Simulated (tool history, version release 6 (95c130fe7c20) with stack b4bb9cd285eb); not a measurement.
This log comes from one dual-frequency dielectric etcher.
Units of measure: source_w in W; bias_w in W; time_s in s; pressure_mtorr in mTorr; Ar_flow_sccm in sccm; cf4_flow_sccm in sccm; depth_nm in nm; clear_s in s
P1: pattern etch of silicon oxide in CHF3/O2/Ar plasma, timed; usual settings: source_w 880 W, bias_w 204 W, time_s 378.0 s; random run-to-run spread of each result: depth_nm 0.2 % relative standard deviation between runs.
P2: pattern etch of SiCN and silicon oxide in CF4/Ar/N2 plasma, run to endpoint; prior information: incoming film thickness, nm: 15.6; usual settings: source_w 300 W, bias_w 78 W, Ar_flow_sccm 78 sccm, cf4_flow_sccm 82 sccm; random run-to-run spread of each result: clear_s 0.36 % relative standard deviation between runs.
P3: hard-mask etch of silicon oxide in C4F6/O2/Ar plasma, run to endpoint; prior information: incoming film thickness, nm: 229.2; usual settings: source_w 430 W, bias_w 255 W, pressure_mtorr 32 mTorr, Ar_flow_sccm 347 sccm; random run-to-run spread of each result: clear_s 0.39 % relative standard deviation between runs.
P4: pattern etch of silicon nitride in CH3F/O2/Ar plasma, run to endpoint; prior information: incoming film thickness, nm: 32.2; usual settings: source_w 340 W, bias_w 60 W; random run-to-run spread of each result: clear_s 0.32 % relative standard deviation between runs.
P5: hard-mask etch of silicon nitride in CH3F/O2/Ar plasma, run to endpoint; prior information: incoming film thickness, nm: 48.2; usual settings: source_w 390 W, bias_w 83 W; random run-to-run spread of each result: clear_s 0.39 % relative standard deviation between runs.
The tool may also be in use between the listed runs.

run,hour,process,source_w,bias_w,time_s,pressure_mtorr,Ar_flow_sccm,cf4_flow_sccm,hours since the last wet clean,hours since the last source power generator calibration,hours since the last bias power generator calibration,depth_nm,clear_s
1,9.5,P1,880,204,378.0,,,,401.2,1154.0,1474.7,902.65,
2,23.2,P1,880,265,293.0,,,,414.9,1167.7,1488.4,768.19,
3,40.1,P1,880,204,378.0,,,,431.8,1184.6,1505.3,902.46,
4,53.3,P1,880,204,378.0,,,,445.0,1197.8,1518.5,904.31,
5,68.7,P1,880,204,489.0,,,,460.4,1213.2,1533.9,1174.90,
6,85.5,P3,430,255,,32,487,,477.2,1230.0,1550.7,,67.877
7,93.7,P5,390,83,,,,,485.4,1238.2,1558.9,,66.652
8,104.9,P4,340,81,,,,,496.6,1249.4,1570.1,,47.280
9,122.8,P1,520,204,378.0,,,,514.5,1267.3,1588.0,738.89,
10,140.6,P1,880,204,211.5,,,,532.3,1285.1,1605.8,506.54,
11,158.3,P3,430,255,,32,347,,550.0,1302.8,1623.5,,65.925
12,170.6,P5,280,83,,,,,562.3,1315.1,1635.8,,75.176
13,184.4,P3,430,255,,26,347,,576.1,1328.9,1649.6,,64.061
# hour 189.0: bias power generator calibrated
14,196.6,P3,260,255,,32,347,,588.3,1341.1,7.6,,79.902
15,212.5,P1,1190,204,238.5,,,,604.2,1357.0,23.5,641.42,
16,229.8,P1,880,287,378.0,,,,621.5,1374.3,40.8,1016.20,
17,243.3,P3,430,342,,32,347,,635.0,1387.8,54.3,,59.187
18,254.0,P2,430,78,,,78,82,645.7,1398.5,65.0,,17.185
19,266.5,P1,1110,204,378.0,,,,658.2,1411.0,77.5,985.33,
20,280.9,P5,390,83,,,,,672.6,1425.4,91.9,,65.943
21,294.3,P1,880,204,378.0,,,,686.0,1438.8,105.3,901.56,
22,308.8,P4,440,60,,,,,700.5,1453.3,119.8,,47.297
23,321.5,P5,390,110,,,,,713.2,1466.0,132.5,,60.197
24,337.5,P2,300,78,,,99,82,729.2,1482.0,148.5,,24.328
25,350.1,P2,300,48,,,78,82,741.8,1494.6,161.1,,27.388
26,360.3,P1,880,204,378.0,,,,752.0,1504.8,171.3,904.27,

Expected results for the next run?
27,376.9,P2,300,78,,,78,97,768.6,1521.4,187.9,,?

clear_s: 23.124 s
